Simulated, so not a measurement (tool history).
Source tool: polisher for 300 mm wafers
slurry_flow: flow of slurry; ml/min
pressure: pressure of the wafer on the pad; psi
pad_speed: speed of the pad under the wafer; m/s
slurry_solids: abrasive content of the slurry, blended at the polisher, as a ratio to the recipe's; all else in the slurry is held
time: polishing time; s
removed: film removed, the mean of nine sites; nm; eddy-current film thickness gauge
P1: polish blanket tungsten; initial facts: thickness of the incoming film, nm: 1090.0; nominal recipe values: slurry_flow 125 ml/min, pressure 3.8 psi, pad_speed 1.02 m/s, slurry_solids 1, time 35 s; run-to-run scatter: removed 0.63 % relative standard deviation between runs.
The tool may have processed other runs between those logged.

run	hour	slurry_flow	pressure	pad_speed	slurry_solids	time	wafers polished on this pad	hours since the slurry nozzle was cleaned	hours since the head pressure was calibrated	hours since the slurry blender was calibrated	hours since the slurry got fresh peroxide	removed
1	6	125	3.8	1.02	1	35	366	156.5	339.7	202.9	44.1	173.96
2	14.7	125	3.8	1.02	1	35	454	165.2	348.4	211.6	52.8	172.03
3	23.3	125	3.8	1.02	1	35	541	173.8	357	220.2	61.4	175.24
4	33.8	125	3.8	1.02	1	35	647	184.3	367.5	230.7	71.9	174.66
5	40.4	125	3.8	1.02	1	35	713	190.9	374.1	237.3	78.5	173.38
# hour 40.9: slurry blender recalibrated
6	47.1	125	5.9	1.02	1	35	781	197.6	380.8	6.3	85.2	270.6
7	54.9	125	3.8	1.02	1	49	860	205.4	388.6	14.1	93	243.63
8	61.4	125	3.8	1.42	1	23	925	211.9	395.1	20.6	99.5	160.31
9	72.2	75	3.8	1.02	1	35	1034	222.7	405.9	31.4	110.3	153.47
10	78	125	3.8	1.02	1	35	1093	228.5	411.7	37.2	116.1	173.89
11	84.5	125	3.8	1.02	1	17	1158	235	418.2	43.7	122.6	85.165
12	95.7	125	3.8	1.02	1	35	1271	246.2	429.4	54.9	133.8	174.28
13	104.5	125	3.8	1.02	0.65	35	1360	255	438.2	63.7	142.6	157.7
14	115.8	125	1.7	1.02	1	35	1474	266.3	449.5	75	153.9	78.209
15	123.2	125	3.8	0.48	1	35	1549	273.7	456.9	82.4	161.3	81.932
16	134	125	3.8	1.02	1.4	35	1658	284.5	467.7	93.2	172.1	189.46

Run 17, settings as shown, results not yet in. Your forecast:
17	142.5	125	4.9	1.02	1.4	35	1744	293	476.2	101.7	180.6	?

{"run 17": {"removed": 243.54}}

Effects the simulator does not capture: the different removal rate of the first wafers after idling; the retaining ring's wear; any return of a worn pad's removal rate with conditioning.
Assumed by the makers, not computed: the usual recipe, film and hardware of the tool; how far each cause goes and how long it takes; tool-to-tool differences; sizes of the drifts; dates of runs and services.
